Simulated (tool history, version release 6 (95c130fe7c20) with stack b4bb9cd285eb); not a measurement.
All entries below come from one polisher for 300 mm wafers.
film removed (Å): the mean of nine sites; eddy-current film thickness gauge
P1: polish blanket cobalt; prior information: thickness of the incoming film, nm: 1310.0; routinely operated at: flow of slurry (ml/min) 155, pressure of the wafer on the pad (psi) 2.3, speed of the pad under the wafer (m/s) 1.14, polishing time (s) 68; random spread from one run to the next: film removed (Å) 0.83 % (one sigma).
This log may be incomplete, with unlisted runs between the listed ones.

| run | hour | flow of slurry (ml/min) | pressure of the wafer on the pad (psi) | speed of the pad under the wafer (m/s) | polishing time (s) | film removed (Å) |
|---|---|---|---|---|---|---|
| 1 | 4.5 | 155 | 2.3 | 1.14 | 68 | 4642 |
| 2 | 9.3 | 155 | 2.3 | 1.14 | 68 | 4633.2 |
|  | 9.9 | head pressure recalibrated |
| 3 | 14.4 | 155 | 2.3 | 1.14 | 68 | 4663.6 |
| 4 | 22.7 | 155 | 2.3 | 1.14 | 68 | 4646.5 |
| 5 | 29.2 | 95 | 2.3 | 1.14 | 68 | 4186.1 |
| 6 | 33.9 | 155 | 2.3 | 1.66 | 68 | 6773.6 |
| 7 | 37.8 | 155 | 2.3 | 0.72 | 68 | 2938.3 |
| 8 | 44.7 | 155 | 3.5 | 1.14 | 68 | 7018.5 |
| 9 | 49.8 | 155 | 2.3 | 1.14 | 97 | 6644.9 |
| 10 | 53.5 | 155 | 2.3 | 1.14 | 68 | 4612.3 |
| 11 | 60.8 | 155 | 2.3 | 1.14 | 38 | 2602.9 |
| 12 | 64.7 | 240 | 2.3 | 1.14 | 68 | 4935.5 |
| 13 | 70.5 | 155 | 2.3 | 1.14 | 68 | 4687 |
| 14 | 77.6 | 155 | 2.3 | 1.14 | 68 | 4633.1 |
| 15 | 82.5 | 155 | 1.7 | 1.14 | 68 | 3420.5 |
| 16 | 89.7 | 95 | 2.3 | 1.72 | 68 | 6383.5 |
| 17 | 96 | 155 | 2.3 | 1.14 | 68 | 4631.5 |
| 18 | 101.8 | 155 | 2.3 | 1.14 | 68 | 4530.9 |
| 19 | 106.5 | 155 | 2.3 | 1.14 | 68 | 4482.7 |
| 20 | 113.5 | 155 | 2.3 | 1.14 | 68 | 4326.7 |
| 21 | 118.7 | 155 | 2.3 | 1.14 | 68 | 4403.5 |
| 22 | 124.5 | 155 | 2.3 | 1.14 | 68 | 4284.8 |
| 23 | 131.6 | 155 | 2.3 | 1.14 | 68 | 4294.5 |
|  | 135.5 | head pressure recalibrated |
| 24 | 138.4 | 155 | 2.3 | 1.14 | 68 | 4259.1 |
| 25 | 143 | 155 | 2.3 | 1.14 | 68 | 4265.2 |
| 26 | 150.5 | 155 | 2.3 | 1.14 | 68 | 4239.6 |
| 27 | 154.3 | 155 | 2.3 | 1.14 | 68 | 4244.7 |

What P1 gives has crept away from where it was. These 2 causes fit the log equally well, each at the size given:
A: removal rate lost through wear of the pad, % = 8.96
B: slurry flow missing at the pad, % = 36.3
Creep in the process output first set in at about hour 96.
Why every other cause is out:
head's pressure below its setpoint, %: serviced at hour 135.5, which brought nothing back

Of the 4 check runs below, each run on 2 wafers with the results averaged and each result still a question mark, which one would tell the listed causes apart?
| check 1 | 158.1 | 155 | 2.3 | 0.76 | 68 | ? |
| check 2 | 158.1 | 155 | 3.2 | 1.14 | 68 | ? |
| check 3 | 158.1 | 95 | 2.3 | 0.78 | 68 | ? |
| check 4 | 158.1 | 155 | 2.3 | 1.42 | 44 | ? |

If the cause were each of the candidates in turn, the checks would give the following:
| check | result | if A | if B |
|---|---|---|---|
| check 1 | film removed (Å) | 2817.9 | 2817.5 |
| check 2 | film removed (Å) | 5880.8 | 5880.1 |
| check 3 | film removed (Å) | 2606.6 | 2478.7 |
| check 4 | film removed (Å) | 3406.8 | 3406.4 |
Per-check spread between the two closest causes, in the result where they differ most: check 1 0.01 %; check 2 0.01 %; check 3 5.03 %; check 4 0.01 %
The causes can be told apart only by check 3. The other checks would give nearly the same results under each of them.

Check 3 was carried out, with these results: film removed (Å) 2472.9. Which of the listed causes is responsible?

The cause is B: slurry flow missing at the pad, %.

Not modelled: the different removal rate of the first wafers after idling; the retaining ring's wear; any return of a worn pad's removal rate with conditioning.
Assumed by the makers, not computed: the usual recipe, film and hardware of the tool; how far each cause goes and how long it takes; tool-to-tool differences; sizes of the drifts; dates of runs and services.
